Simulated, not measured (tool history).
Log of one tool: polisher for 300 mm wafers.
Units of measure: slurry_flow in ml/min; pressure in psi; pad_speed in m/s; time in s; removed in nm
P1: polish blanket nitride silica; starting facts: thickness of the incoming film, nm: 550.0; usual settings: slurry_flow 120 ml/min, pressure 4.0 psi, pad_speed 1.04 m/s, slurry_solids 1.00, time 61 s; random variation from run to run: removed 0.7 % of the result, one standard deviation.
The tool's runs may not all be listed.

run 1 hour=5.5 | slurry_flow=120 pressure=4.0 pad_speed=1.04 slurry_solids=1.00 time=61 | removed=39.768
run 2 hour=8.9 | slurry_flow=120 pressure=4.0 pad_speed=1.04 slurry_solids=1.00 time=61 | removed=40.349
run 3 hour=13.2 | slurry_flow=120 pressure=6.2 pad_speed=1.04 slurry_solids=1.00 time=61 | removed=62.376
run 4 hour=16.0 | slurry_flow=120 pressure=1.8 pad_speed=1.04 slurry_solids=1.00 time=61 | removed=18.008
run 5 hour=21.5 | slurry_flow=120 pressure=4.0 pad_speed=1.04 slurry_solids=0.55 time=61 | removed=29.134
run 6 hour=24.9 | slurry_flow=120 pressure=4.0 pad_speed=1.04 slurry_solids=1.00 time=61 | removed=39.758
run 7 hour=27.8 | slurry_flow=120 pressure=4.0 pad_speed=1.04 slurry_solids=1.00 time=34 | removed=22.316
run 8 hour=32.3 | slurry_flow=120 pressure=4.0 pad_speed=1.04 slurry_solids=1.00 time=61 | removed=40.032
run 9 hour=37.2 | slurry_flow=120 pressure=5.6 pad_speed=1.38 slurry_solids=1.00 time=61 | removed=69.452
run 10 hour=42.4 | slurry_flow=120 pressure=4.0 pad_speed=1.04 slurry_solids=1.45 time=61 | removed=46.961
-- hour=46.5 slurry blender recalibrated
run 11 hour=47.0 | slurry_flow=70 pressure=4.0 pad_speed=1.04 slurry_solids=1.00 time=61 | removed=34.603
run 12 hour=51.7 | slurry_flow=120 pressure=4.0 pad_speed=0.72 slurry_solids=1.00 time=61 | removed=30.114
run 13 hour=55.4 | slurry_flow=120 pressure=4.0 pad_speed=1.64 slurry_solids=1.00 time=61 | removed=57.435

Run 14 comes next. What will it give?
run 14 hour=59.2 | slurry_flow=120 pressure=4.0 pad_speed=1.04 slurry_solids=1.00 time=89 | removed=?

Run 14 produced removed 58.013 nm.
